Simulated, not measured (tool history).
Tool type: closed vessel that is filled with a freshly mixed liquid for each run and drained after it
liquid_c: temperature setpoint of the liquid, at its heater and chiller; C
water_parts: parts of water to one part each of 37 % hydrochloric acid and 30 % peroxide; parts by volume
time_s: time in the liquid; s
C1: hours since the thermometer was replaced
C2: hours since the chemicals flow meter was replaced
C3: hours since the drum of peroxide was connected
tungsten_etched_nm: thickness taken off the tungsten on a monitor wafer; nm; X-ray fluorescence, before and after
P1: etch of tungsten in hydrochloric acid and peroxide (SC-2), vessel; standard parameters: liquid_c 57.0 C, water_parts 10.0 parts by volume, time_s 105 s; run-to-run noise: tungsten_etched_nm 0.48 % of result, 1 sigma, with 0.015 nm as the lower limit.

{"run": 1, "hour": 4.5, "liquid_c": 57.0, "water_parts": 10.0, "time_s": 105, "C1": 1144.9, "C2": 662.4, "C3": 93.7, "tungsten_etched_nm": 19.248}
{"run": 2, "hour": 8.8, "liquid_c": 57.0, "water_parts": 10.0, "time_s": 30, "C1": 1149.2, "C2": 666.7, "C3": 98.0, "tungsten_etched_nm": 5.5041}
{"hour": 14.4, "done": "thermometer replaced"}
{"run": 3, "hour": 15.8, "liquid_c": 57.0, "water_parts": 10.0, "time_s": 175, "C1": 1.4, "C2": 673.7, "C3": 105.0, "tungsten_etched_nm": 31.927}
{"run": 4, "hour": 20.7, "liquid_c": 72.0, "water_parts": 10.0, "time_s": 105, "C1": 6.3, "C2": 678.6, "C3": 109.9, "tungsten_etched_nm": 47.965}
{"run": 5, "hour": 28.7, "liquid_c": 57.0, "water_parts": 10.0, "time_s": 105, "C1": 14.3, "C2": 686.6, "C3": 117.9, "tungsten_etched_nm": 19.271}
{"run": 6, "hour": 36.8, "liquid_c": 57.0, "water_parts": 10.0, "time_s": 105, "C1": 22.4, "C2": 694.7, "C3": 126.0, "tungsten_etched_nm": 19.222}
{"run": 7, "hour": 43.1, "liquid_c": 57.0, "water_parts": 10.0, "time_s": 105, "C1": 28.7, "C2": 701.0, "C3": 132.3, "tungsten_etched_nm": 19.159}
{"run": 8, "hour": 49.7, "liquid_c": 57.0, "water_parts": 10.0, "time_s": 105, "C1": 35.3, "C2": 707.6, "C3": 138.9, "tungsten_etched_nm": 19.279}
{"run": 9, "hour": 55.9, "liquid_c": 57.0, "water_parts": 4.0, "time_s": 105, "C1": 41.5, "C2": 713.8, "C3": 145.1, "tungsten_etched_nm": 38.422}
{"run": 10, "hour": 63.4, "liquid_c": 57.0, "water_parts": 16.5, "time_s": 105, "C1": 49.0, "C2": 721.3, "C3": 152.6, "tungsten_etched_nm": 12.545}
{"run": 11, "hour": 70.6, "liquid_c": 41.5, "water_parts": 10.0, "time_s": 45, "C1": 56.2, "C2": 728.5, "C3": 159.8, "tungsten_etched_nm": 2.9216}

For run 12, what comes out?
{"run": 12, "hour": 75.8, "liquid_c": 40.0, "water_parts": 10.0, "time_s": 105, "C1": 61.4, "C2": 733.7, "C3": 165.0, "tungsten_etched_nm": "?"}

Run 12 produced tungsten_etched_nm 6.1369 nm.

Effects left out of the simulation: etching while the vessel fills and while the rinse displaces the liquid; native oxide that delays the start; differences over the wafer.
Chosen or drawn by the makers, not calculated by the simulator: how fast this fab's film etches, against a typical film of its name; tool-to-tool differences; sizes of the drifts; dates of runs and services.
